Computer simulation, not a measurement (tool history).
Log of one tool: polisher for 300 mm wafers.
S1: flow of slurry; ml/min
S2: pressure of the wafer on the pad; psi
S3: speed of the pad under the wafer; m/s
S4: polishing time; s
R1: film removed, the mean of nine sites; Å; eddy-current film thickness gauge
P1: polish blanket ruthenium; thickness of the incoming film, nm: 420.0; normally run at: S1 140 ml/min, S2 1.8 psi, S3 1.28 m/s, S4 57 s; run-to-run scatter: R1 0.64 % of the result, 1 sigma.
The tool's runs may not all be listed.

Run 1, day 0.454: S1 140 ml/min, S2 1.8 psi, S3 1.28 m/s, S4 57 s. Result: R1 745.30 Å.
Run 2, day 0.917: S1 225 ml/min, S2 1.8 psi, S3 1.28 m/s, S4 57 s. Result: R1 794.99 Å.
At day 1.192: slurry nozzle cleaned.
Run 3, day 1.238: S1 140 ml/min, S2 1.8 psi, S3 1.28 m/s, S4 57 s. Result: R1 734.69 Å.
Run 4, day 1.679: S1 140 ml/min, S2 1.8 psi, S3 1.28 m/s, S4 57 s. Result: R1 741.07 Å.
Run 5, day 2.062: S1 140 ml/min, S2 2.6 psi, S3 1.28 m/s, S4 57 s. Result: R1 1077.00 Å.
Run 6, day 2.417: S1 140 ml/min, S2 1.8 psi, S3 1.76 m/s, S4 57 s. Result: R1 1011.80 Å.
Run 7, day 2.662: S1 140 ml/min, S2 0.8 psi, S3 1.28 m/s, S4 57 s. Result: R1 324.99 Å.
Run 8, day 3.096: S1 140 ml/min, S2 1.8 psi, S3 1.28 m/s, S4 57 s. Result: R1 729.80 Å.
Run 9, day 3.554: S1 210 ml/min, S2 1.8 psi, S3 0.64 m/s, S4 57 s. Result: R1 391.02 Å.
Run 10, day 4.017: S1 140 ml/min, S2 0.9 psi, S3 0.58 m/s, S4 57 s. Result: R1 167.14 Å.
Run 11, day 4.496: S1 140 ml/min, S2 1.8 psi, S3 0.58 m/s, S4 57 s. Result: R1 335.11 Å.
Run 12, day 4.829: S1 95 ml/min, S2 1.8 psi, S3 1.28 m/s, S4 57 s. Result: R1 684.88 Å.
Run 13, day 5.325: S1 140 ml/min, S2 1.3 psi, S3 1.68 m/s, S4 57 s. Result: R1 698.55 Å.
Run 14, day 5.683: S1 140 ml/min, S2 1.8 psi, S3 1.28 m/s, S4 57 s. Result: R1 738.74 Å.
Run 15, day 6.154: S1 140 ml/min, S2 1.8 psi, S3 1.28 m/s, S4 78 s. Result: R1 1013.30 Å.
Run 16, day 6.550: S1 140 ml/min, S2 1.8 psi, S3 1.28 m/s, S4 26 s. Result: R1 339.79 Å.
Run 17, day 7.046: S1 140 ml/min, S2 1.8 psi, S3 1.28 m/s, S4 57 s. Result: R1 732.38 Å.
Run 18, day 7.371: S1 140 ml/min, S2 1.8 psi, S3 1.28 m/s, S4 57 s. Result: R1 728.07 Å.
Run 19, day 7.792: S1 140 ml/min, S2 1.8 psi, S3 1.28 m/s, S4 57 s. Result: R1 705.19 Å.
Run 20, day 8.171: S1 140 ml/min, S2 1.8 psi, S3 1.28 m/s, S4 57 s. Result: R1 697.76 Å.
At day 8.254: worn pad replaced by a new one.
Run 21, day 8.679: S1 140 ml/min, S2 1.8 psi, S3 1.28 m/s, S4 57 s. Result: R1 694.96 Å.
Run 22, day 8.988: S1 140 ml/min, S2 1.8 psi, S3 1.28 m/s, S4 57 s. Result: R1 691.91 Å.
Run 23, day 9.267: S1 140 ml/min, S2 1.8 psi, S3 1.28 m/s, S4 57 s. Result: R1 688.95 Å.

What P1 gives has crept away from where it was. These 2 causes fit the log equally well, each at the size given:
A: slurry flow missing at the pad, % = 27.2
B: head's pressure below its setpoint, % = 6.56
The creep began at about day 7.046.
Why every other cause is out:
removal rate lost through wear of the pad, %: serviced at day 8.254, which brought nothing back

4 check runs are offered, each on 3 wafers whose results are averaged, their results left as question marks. Which one tells the causes apart?
Run check 1, day 9.546: S1 95 ml/min, S2 1.8 psi, S3 1.28 m/s, S4 39 s. Result: R1 ?.
Run check 2, day 9.546: S1 140 ml/min, S2 2.3 psi, S3 1.28 m/s, S4 57 s. Result: R1 ?.
Run check 3, day 9.546: S1 140 ml/min, S2 2.4 psi, S3 1.28 m/s, S4 76 s. Result: R1 ?.
Run check 4, day 9.546: S1 140 ml/min, S2 1.8 psi, S3 0.64 m/s, S4 26 s. Result: R1 ?.

What each check would give under each cause:
  check  result     if A     if B
check 1      R1   421.93   433.68
check 2      R1   882.33   882.27
check 3      R1  1227.60  1227.50
check 4      R1   157.49   157.48
How far apart the two closest causes lie, in the result that separates them most: check 1 2.75 %; check 2 0.01 %; check 3 0.01 %; check 4 0.01 %
Check 1 tells the causes apart: in the others they would give nearly the same result.

Then check 1 was run and gave: R1 424.30 Å. Which cause is it?

It is A: slurry flow missing at the pad, %.
